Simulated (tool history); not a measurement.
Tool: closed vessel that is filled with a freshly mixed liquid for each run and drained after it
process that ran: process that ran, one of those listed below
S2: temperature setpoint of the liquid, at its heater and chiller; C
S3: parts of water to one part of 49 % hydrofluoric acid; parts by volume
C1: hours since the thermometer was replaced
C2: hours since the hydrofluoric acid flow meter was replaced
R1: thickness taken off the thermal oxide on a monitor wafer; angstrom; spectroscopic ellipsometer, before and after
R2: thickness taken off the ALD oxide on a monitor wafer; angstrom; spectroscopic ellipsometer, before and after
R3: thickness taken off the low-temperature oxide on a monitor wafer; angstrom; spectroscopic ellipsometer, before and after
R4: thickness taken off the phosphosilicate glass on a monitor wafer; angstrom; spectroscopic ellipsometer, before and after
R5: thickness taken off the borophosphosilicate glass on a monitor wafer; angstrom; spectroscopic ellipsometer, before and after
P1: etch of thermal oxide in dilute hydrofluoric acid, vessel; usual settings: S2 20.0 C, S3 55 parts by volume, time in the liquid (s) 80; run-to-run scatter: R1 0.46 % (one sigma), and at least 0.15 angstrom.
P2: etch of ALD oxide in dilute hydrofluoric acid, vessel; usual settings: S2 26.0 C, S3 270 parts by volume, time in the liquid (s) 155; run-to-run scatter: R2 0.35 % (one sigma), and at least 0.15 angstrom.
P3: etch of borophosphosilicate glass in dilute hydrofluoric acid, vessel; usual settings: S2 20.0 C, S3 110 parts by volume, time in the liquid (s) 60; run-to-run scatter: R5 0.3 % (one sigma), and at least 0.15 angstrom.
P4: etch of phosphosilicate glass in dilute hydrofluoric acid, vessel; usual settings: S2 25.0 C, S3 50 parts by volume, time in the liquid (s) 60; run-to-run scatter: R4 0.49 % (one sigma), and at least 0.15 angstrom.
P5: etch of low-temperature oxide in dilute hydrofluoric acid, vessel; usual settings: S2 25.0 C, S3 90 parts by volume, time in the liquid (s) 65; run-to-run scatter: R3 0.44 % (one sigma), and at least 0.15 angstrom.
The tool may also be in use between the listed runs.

{"run": 1, "hour": 7.8, "process that ran": "P1", "S2": 20.0, "S3": 55, "time in the liquid (s)": 80, "C1": 1263.0, "C2": 529.6, "R1": 60.382}
{"run": 2, "hour": 13.1, "process that ran": "P2", "S2": 26.0, "S3": 270, "time in the liquid (s)": 155, "C1": 1268.3, "C2": 534.9, "R2": 167.22}
{"run": 3, "hour": 22.8, "process that ran": "P5", "S2": 25.0, "S3": 160, "time in the liquid (s)": 65, "C1": 1278.0, "C2": 544.6, "R3": 60.505}
{"run": 4, "hour": 31.9, "process that ran": "P2", "S2": 26.0, "S3": 380, "time in the liquid (s)": 155, "C1": 1287.1, "C2": 553.7, "R2": 106.37}
{"run": 5, "hour": 38.7, "process that ran": "P4", "S2": 25.0, "S3": 50, "time in the liquid (s)": 60, "C1": 1293.9, "C2": 560.5, "R4": 1256.0}
{"run": 6, "hour": 49.3, "process that ran": "P5", "S2": 17.5, "S3": 90, "time in the liquid (s)": 65, "C1": 1304.5, "C2": 571.1, "R3": 85.015}
{"run": 7, "hour": 54.8, "process that ran": "P4", "S2": 25.0, "S3": 20, "time in the liquid (s)": 60, "C1": 1310.0, "C2": 576.6, "R4": 3282.6}
{"run": 8, "hour": 60.4, "process that ran": "P1", "S2": 20.0, "S3": 55, "time in the liquid (s)": 80, "C1": 1315.6, "C2": 582.2, "R1": 59.621}
{"run": 9, "hour": 65.6, "process that ran": "P3", "S2": 17.0, "S3": 110, "time in the liquid (s)": 60, "C1": 1320.8, "C2": 587.4, "R5": 245.01}
{"run": 10, "hour": 71.9, "process that ran": "P1", "S2": 20.0, "S3": 55, "time in the liquid (s)": 80, "C1": 1327.1, "C2": 593.7, "R1": 59.79}
{"run": 11, "hour": 77.1, "process that ran": "P1", "S2": 20.0, "S3": 55, "time in the liquid (s)": 30, "C1": 1332.3, "C2": 598.9, "R1": 22.34}
{"run": 12, "hour": 87.4, "process that ran": "P5", "S2": 25.0, "S3": 90, "time in the liquid (s)": 65, "C1": 1342.6, "C2": 609.2, "R3": 117.48}
{"run": 13, "hour": 96.0, "process that ran": "P3", "S2": 20.0, "S3": 110, "time in the liquid (s)": 60, "C1": 1351.2, "C2": 617.8, "R5": 276.71}
{"run": 14, "hour": 104.2, "process that ran": "P1", "S2": 20.0, "S3": 55, "time in the liquid (s)": 80, "C1": 1359.4, "C2": 626.0, "R1": 60.12}
{"run": 15, "hour": 114.4, "process that ran": "P5", "S2": 25.0, "S3": 90, "time in the liquid (s)": 30, "C1": 1369.6, "C2": 636.2, "R3": 53.744}
{"run": 16, "hour": 122.7, "process that ran": "P1", "S2": 20.0, "S3": 30, "time in the liquid (s)": 80, "C1": 1377.9, "C2": 644.5, "R1": 112.83}
{"run": 17, "hour": 129.9, "process that ran": "P1", "S2": 20.0, "S3": 95, "time in the liquid (s)": 80, "C1": 1385.1, "C2": 651.7, "R1": 33.012}
{"run": 18, "hour": 135.3, "process that ran": "P3", "S2": 20.0, "S3": 110, "time in the liquid (s)": 60, "C1": 1390.5, "C2": 657.1, "R5": 276.01}
{"run": 19, "hour": 141.4, "process that ran": "P4", "S2": 25.0, "S3": 50, "time in the liquid (s)": 60, "C1": 1396.6, "C2": 663.2, "R4": 1261.4}
{"run": 20, "hour": 151.4, "process that ran": "P4", "S2": 19.0, "S3": 50, "time in the liquid (s)": 60, "C1": 1406.6, "C2": 673.2, "R4": 970.37}
{"run": 21, "hour": 160.9, "process that ran": "P1", "S2": 17.0, "S3": 55, "time in the liquid (s)": 80, "C1": 1416.1, "C2": 682.7, "R1": 51.964}
{"run": 22, "hour": 171.2, "process that ran": "P1", "S2": 27.0, "S3": 55, "time in the liquid (s)": 80, "C1": 1426.4, "C2": 693.0, "R1": 79.631}
{"run": 23, "hour": 179.0, "process that ran": "P5", "S2": 25.0, "S3": 90, "time in the liquid (s)": 65, "C1": 1434.2, "C2": 700.8, "R3": 116.99}
{"run": 24, "hour": 186.5, "process that ran": "P3", "S2": 20.0, "S3": 110, "time in the liquid (s)": 30, "C1": 1441.7, "C2": 708.3, "R5": 137.99}
{"run": 25, "hour": 194.7, "process that ran": "P4", "S2": 25.0, "S3": 50, "time in the liquid (s)": 30, "C1": 1449.9, "C2": 716.5, "R4": 630.03}
{"run": 26, "hour": 204.1, "process that ran": "P3", "S2": 20.0, "S3": 200, "time in the liquid (s)": 60, "C1": 1459.3, "C2": 725.9, "R5": 138.01}
{"run": 27, "hour": 212.4, "process that ran": "P1", "S2": 27.0, "S3": 55, "time in the liquid (s)": 30, "C1": 1467.6, "C2": 734.2, "R1": 29.709}
{"run": 28, "hour": 218.9, "process that ran": "P1", "S2": 20.0, "S3": 20, "time in the liquid (s)": 30, "C1": 1474.1, "C2": 740.7, "R1": 63.982}
{"run": 29, "hour": 225.6, "process that ran": "P2", "S2": 26.0, "S3": 270, "time in the liquid (s)": 30, "C1": 1480.8, "C2": 747.4, "R2": 32.459}
{"run": 30, "hour": 234.0, "process that ran": "P1", "S2": 20.0, "S3": 55, "time in the liquid (s)": 120, "C1": 1489.2, "C2": 755.8, "R1": 89.44}
{"run": 31, "hour": 239.0, "process that ran": "P2", "S2": 30.0, "S3": 270, "time in the liquid (s)": 155, "C1": 1494.2, "C2": 760.8, "R2": 191.57}
{"run": 32, "hour": 244.6, "process that ran": "P1", "S2": 20.0, "S3": 55, "time in the liquid (s)": 80, "C1": 1499.8, "C2": 766.4, "R1": 59.883}
{"run": 33, "hour": 251.0, "process that ran": "P1", "S2": 20.0, "S3": 55, "time in the liquid (s)": 80, "C1": 1506.2, "C2": 772.8, "R1": 59.419}
{"run": 34, "hour": 257.1, "process that ran": "P1", "S2": 20.0, "S3": 55, "time in the liquid (s)": 80, "C1": 1512.3, "C2": 778.9, "R1": 57.303}
{"run": 35, "hour": 263.8, "process that ran": "P1", "S2": 20.0, "S3": 55, "time in the liquid (s)": 80, "C1": 1519.0, "C2": 785.6, "R1": 56.654}
{"run": 36, "hour": 271.5, "process that ran": "P1", "S2": 20.0, "S3": 55, "time in the liquid (s)": 80, "C1": 1526.7, "C2": 793.3, "R1": 55.552}
{"run": 37, "hour": 280.0, "process that ran": "P1", "S2": 20.0, "S3": 55, "time in the liquid (s)": 80, "C1": 1535.2, "C2": 801.8, "R1": 55.671}
{"run": 38, "hour": 288.2, "process that ran": "P1", "S2": 20.0, "S3": 55, "time in the liquid (s)": 80, "C1": 1543.4, "C2": 810.0, "R1": 54.509}
{"run": 39, "hour": 293.6, "process that ran": "P1", "S2": 20.0, "S3": 55, "time in the liquid (s)": 80, "C1": 1548.8, "C2": 815.4, "R1": 55.357}
{"run": 40, "hour": 304.2, "process that ran": "P1", "S2": 20.0, "S3": 55, "time in the liquid (s)": 80, "C1": 1559.4, "C2": 826.0, "R1": 55.026}
{"run": 41, "hour": 315.3, "process that ran": "P1", "S2": 20.0, "S3": 55, "time in the liquid (s)": 80, "C1": 1570.5, "C2": 837.1, "R1": 54.66}

What P1 gives has crept away from where it was. These 2 causes fit the log equally well, each at the size given:
A: hydrofluoric acid flow below the setpoint (%) = 7.6
B: liquid colder than its thermometer reads (K) = 1.99
The creep began at about hour 251.0.

4 check runs are offered, one wafer each, their results left as question marks. Which one tells the causes apart?
{"run": "check 1", "hour": 326.4, "process that ran": "P2", "S2": 26.0, "S3": 270, "time in the liquid (s)": 155, "R2": "?"}
{"run": "check 2", "hour": 326.4, "process that ran": "P3", "S2": 20.0, "S3": 110, "time in the liquid (s)": 60, "R5": "?"}
{"run": "check 3", "hour": 326.4, "process that ran": "P5", "S2": 25.0, "S3": 90, "time in the liquid (s)": 65, "R3": "?"}
{"run": "check 4", "hour": 326.4, "process that ran": "P4", "S2": 25.0, "S3": 50, "time in the liquid (s)": 60, "R4": "?"}

What each check would give under each cause:
check=check_1 result=R2 if_A=151.090 if_B=156.080
check=check_2 result=R5 if_A=253.21 if_B=254.99
check=check_3 result=R3 if_A=106.840 if_B=107.810
check=check_4 result=R4 if_A=1152.20 if_B=1155.30
How far apart the two closest causes lie, in the result that separates them most: check 1 3.25 %; check 2 0.7 %; check 3 0.9 %; check 4 0.27 %
Only check 1 tells the causes apart: in the others they would give nearly the same result.

Then check 1 was run and gave: R2 157.330 angstrom. Which cause is it?

It is B: liquid colder than its thermometer reads (K).
